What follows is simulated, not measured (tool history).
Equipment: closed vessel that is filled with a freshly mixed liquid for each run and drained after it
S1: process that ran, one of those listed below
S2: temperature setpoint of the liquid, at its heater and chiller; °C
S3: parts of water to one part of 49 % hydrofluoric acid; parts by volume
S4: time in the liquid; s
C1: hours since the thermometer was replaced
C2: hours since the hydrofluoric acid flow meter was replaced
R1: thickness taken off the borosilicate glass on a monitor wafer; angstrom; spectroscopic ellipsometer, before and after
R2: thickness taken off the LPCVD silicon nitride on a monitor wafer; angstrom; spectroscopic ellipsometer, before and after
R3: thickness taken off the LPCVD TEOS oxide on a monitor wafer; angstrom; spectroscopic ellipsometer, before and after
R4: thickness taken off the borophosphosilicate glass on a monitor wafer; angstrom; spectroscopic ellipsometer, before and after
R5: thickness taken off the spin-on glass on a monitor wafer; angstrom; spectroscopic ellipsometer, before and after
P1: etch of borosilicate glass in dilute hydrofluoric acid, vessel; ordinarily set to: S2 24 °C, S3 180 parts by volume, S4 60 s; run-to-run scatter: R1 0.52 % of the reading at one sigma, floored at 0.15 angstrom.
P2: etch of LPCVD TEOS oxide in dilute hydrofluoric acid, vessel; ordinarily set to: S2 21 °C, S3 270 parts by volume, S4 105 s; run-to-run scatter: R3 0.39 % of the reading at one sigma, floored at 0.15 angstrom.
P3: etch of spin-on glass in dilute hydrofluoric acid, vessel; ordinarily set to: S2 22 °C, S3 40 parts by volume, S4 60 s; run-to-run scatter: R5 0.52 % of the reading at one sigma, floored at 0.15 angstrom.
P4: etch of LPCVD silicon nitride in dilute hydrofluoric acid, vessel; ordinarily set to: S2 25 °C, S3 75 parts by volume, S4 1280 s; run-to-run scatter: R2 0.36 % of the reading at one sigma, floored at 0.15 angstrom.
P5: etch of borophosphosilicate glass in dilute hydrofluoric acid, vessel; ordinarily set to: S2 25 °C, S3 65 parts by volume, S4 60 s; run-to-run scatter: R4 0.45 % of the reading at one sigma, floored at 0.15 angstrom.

run 1 hour=13.5 | S1=P1 S2=24 S3=180 S4=60 | C1=801.8 C2=196.5 | R1=146.54
run 2 hour=27.7 | S1=P4 S2=25 S3=75 S4=1280 | C1=816 C2=210.7 | R2=101.62
run 3 hour=38.3 | S1=P2 S2=21 S3=270 S4=105 | C1=826.6 C2=221.3 | R3=142.94
run 4 hour=47.4 | S1=P4 S2=25 S3=75 S4=380 | C1=835.7 C2=230.4 | R2=30.229
run 5 hour=55.4 | S1=P1 S2=24 S3=180 S4=115 | C1=843.7 C2=238.4 | R1=284.41
run 6 hour=64.5 | S1=P5 S2=25 S3=65 S4=60 | C1=852.8 C2=247.5 | R4=603.68
run 7 hour=78.4 | S1=P1 S2=24 S3=285 S4=60 | C1=866.7 C2=261.4 | R1=83.716
run 8 hour=93.4 | S1=P5 S2=25 S3=65 S4=100 | C1=881.7 C2=276.4 | R4=1001.5
run 9 hour=102.7 | S1=P2 S2=21 S3=270 S4=200 | C1=891 C2=285.7 | R3=273.79
run 10 hour=111.4 | S1=P1 S2=24 S3=180 S4=60 | C1=899.7 C2=294.4 | R1=148.15
run 11 hour=123.6 | S1=P2 S2=21 S3=270 S4=105 | C1=911.9 C2=306.6 | R3=143.39
run 12 hour=130.6 | S1=P4 S2=25 S3=130 S4=1280 | C1=918.9 C2=313.6 | R2=59.191
run 13 hour=144.9 | S1=P2 S2=21 S3=90 S4=105 | C1=933.2 C2=327.9 | R3=515.15
run 14 hour=156.1 | S1=P1 S2=28.5 S3=180 S4=60 | C1=944.4 C2=339.1 | R1=174.4
run 15 hour=165.7 | S1=P1 S2=24 S3=40 S4=60 | C1=954 C2=348.7 | R1=788.44
run 16 hour=173.5 | S1=P3 S2=22 S3=70 S4=60 | C1=961.8 C2=356.5 | R5=495.16
run 17 hour=185.3 | S1=P3 S2=30 S3=40 S4=60 | C1=973.6 C2=368.3 | R5=1237.5
run 18 hour=194.2 | S1=P5 S2=25 S3=25 S4=60 | C1=982.5 C2=377.2 | R4=1662.8
run 19 hour=202.9 | S1=P5 S2=25 S3=65 S4=60 | C1=991.2 C2=385.9 | R4=600.45
run 20 hour=213.3 | S1=P3 S2=22 S3=40 S4=60 | C1=1001.6 C2=396.3 | R5=892.33
run 21 hour=221.3 | S1=P4 S2=25 S3=75 S4=1280 | C1=1009.6 C2=404.3 | R2=101.3
run 22 hour=235.8 | S1=P1 S2=17 S3=180 S4=100 | C1=1024.1 C2=418.8 | R1=186.59
run 23 hour=244.6 | S1=P1 S2=24 S3=180 S4=60 | C1=1032.9 C2=427.6 | R1=148.16
run 24 hour=256.3 | S1=P4 S2=29.5 S3=75 S4=1280 | C1=1044.6 C2=439.3 | R2=135.37
run 25 hour=269.6 | S1=P3 S2=22 S3=40 S4=115 | C1=1057.9 C2=452.6 | R5=1709.5
run 26 hour=280.5 | S1=P1 S2=24 S3=100 S4=85 | C1=1068.8 C2=463.5 | R1=408.98
run 27 hour=291.4 | S1=P1 S2=19 S3=180 S4=60 | C1=1079.7 C2=474.4 | R1=121.08
run 28 hour=298.7 | S1=P1 S2=24 S3=180 S4=30 | C1=1087 C2=481.7 | R1=73.123
run 29 hour=308.7 | S1=P1 S2=24 S3=180 S4=60 | C1=1097 C2=491.7 | R1=148.48
run 30 hour=318 | S1=P1 S2=24 S3=180 S4=60 | C1=1106.3 C2=501 | R1=147.5
run 31 hour=329.8 | S1=P5 S2=33 S3=65 S4=60 | C1=1118.1 C2=512.8 | R4=823.78
run 32 hour=340.5 | S1=P2 S2=27 S3=270 S4=105 | C1=1128.8 C2=523.5 | R3=176.7
run 33 hour=352.9 | S1=P1 S2=24 S3=180 S4=60 | C1=1141.2 C2=535.9 | R1=147.43
run 34 hour=359.5 | S1=P1 S2=24 S3=180 S4=60 | C1=1147.8 C2=542.5 | R1=148.96
run 35 hour=367.5 | S1=P1 S2=24 S3=180 S4=60 | C1=1155.8 C2=550.5 | R1=152.03

Forecast run 36:
run 36 hour=374.9 | S1=P1 S2=24 S3=180 S4=60 | C1=1163.2 C2=557.9 | R1=?

Run 36 gave R1 153.53 angstrom.

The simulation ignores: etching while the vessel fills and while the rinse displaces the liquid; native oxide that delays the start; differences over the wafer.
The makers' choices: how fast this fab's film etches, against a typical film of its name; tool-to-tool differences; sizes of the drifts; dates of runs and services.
